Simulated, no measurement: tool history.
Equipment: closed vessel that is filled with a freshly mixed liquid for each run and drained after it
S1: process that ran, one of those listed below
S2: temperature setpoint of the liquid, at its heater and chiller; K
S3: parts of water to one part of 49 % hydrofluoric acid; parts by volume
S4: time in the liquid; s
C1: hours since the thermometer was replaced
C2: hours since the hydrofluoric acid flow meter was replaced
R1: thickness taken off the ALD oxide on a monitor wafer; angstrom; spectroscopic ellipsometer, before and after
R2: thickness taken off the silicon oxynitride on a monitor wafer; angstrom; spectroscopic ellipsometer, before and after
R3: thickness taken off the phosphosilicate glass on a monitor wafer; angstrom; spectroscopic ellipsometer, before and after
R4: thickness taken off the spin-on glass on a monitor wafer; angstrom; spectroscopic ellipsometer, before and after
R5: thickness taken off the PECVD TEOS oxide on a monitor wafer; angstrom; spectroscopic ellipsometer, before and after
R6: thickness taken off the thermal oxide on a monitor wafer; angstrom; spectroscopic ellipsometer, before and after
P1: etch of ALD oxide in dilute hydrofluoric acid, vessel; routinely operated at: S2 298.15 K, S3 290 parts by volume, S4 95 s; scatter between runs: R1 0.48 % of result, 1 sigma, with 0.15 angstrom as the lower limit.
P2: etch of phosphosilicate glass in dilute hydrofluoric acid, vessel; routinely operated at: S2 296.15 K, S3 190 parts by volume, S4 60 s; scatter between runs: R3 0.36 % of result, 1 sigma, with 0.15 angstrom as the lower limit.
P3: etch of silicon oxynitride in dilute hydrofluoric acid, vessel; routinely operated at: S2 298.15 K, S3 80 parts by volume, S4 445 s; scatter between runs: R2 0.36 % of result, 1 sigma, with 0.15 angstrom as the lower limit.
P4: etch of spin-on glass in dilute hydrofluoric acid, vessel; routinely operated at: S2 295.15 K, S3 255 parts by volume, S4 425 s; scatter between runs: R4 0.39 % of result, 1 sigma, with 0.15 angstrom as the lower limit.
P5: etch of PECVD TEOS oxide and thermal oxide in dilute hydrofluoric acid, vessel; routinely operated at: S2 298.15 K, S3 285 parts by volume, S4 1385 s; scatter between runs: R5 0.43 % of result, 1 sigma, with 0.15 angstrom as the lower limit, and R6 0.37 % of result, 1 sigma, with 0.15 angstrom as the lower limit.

run   hour  S1      S2   S3    S4     C1     C2       R1       R2      R3        R4       R5      R6
  1    7.1  P1  298.15  290    95   99.5  793.3   51.998
  2   14.2  P1  293.15  290    95  106.6  800.4   43.091
  3   21.0  P3  291.15   80   445  113.4  807.2            79.757
  4   26.7  P1  298.15  290    95  119.1  812.9   51.674
  5   34.6  P2  296.15  190   110  127.0  820.8                    514.46
  6   40.8  P4  295.15  255   425  133.2  827.0                             270.260
  7   48.7  P1  290.15  290   180  141.1  834.9   73.136
  8   57.9  P4  295.15   45   425  150.3  844.1                            1916.800
  9   68.3  P1  298.15  290    95  160.7  854.5   51.647
 10   76.3  P1  298.15  290   185  168.7  862.5  101.200
 11   85.1  P3  298.15   80   870  177.5  871.3           219.680
 12   89.8  P1  303.15  290    95  182.2  876.0   61.587
 13  100.2  P1  298.15  465    95  192.6  886.4   27.324
 14  105.0  P5  292.15  285  1385  197.4  891.2                                       421.81  162.18
 15  114.6  P2  300.65  190    60  207.0  900.8                    330.36
 16  120.8  P5  298.15  110  1385  213.2  907.0                                      1650.50  640.63
 17  129.8  P1  298.15  290    30  222.2  916.0   16.489
 18  135.2  P4  295.15  255    65  227.6  921.4                              40.576
 19  144.3  P2  296.15  190    60  236.7  930.5                    277.80
     147.8  -- hydrofluoric acid flow meter replaced
 20  152.0  P1  298.15  290    95  244.4    4.3   51.349
 21  156.7  P1  298.15  110    95  249.1    9.0  166.720

Forecast run 22:
 22  166.9  P3  298.15  80  445  259.3  19.2       ?

{"run 22": {"R2": 112.73}}

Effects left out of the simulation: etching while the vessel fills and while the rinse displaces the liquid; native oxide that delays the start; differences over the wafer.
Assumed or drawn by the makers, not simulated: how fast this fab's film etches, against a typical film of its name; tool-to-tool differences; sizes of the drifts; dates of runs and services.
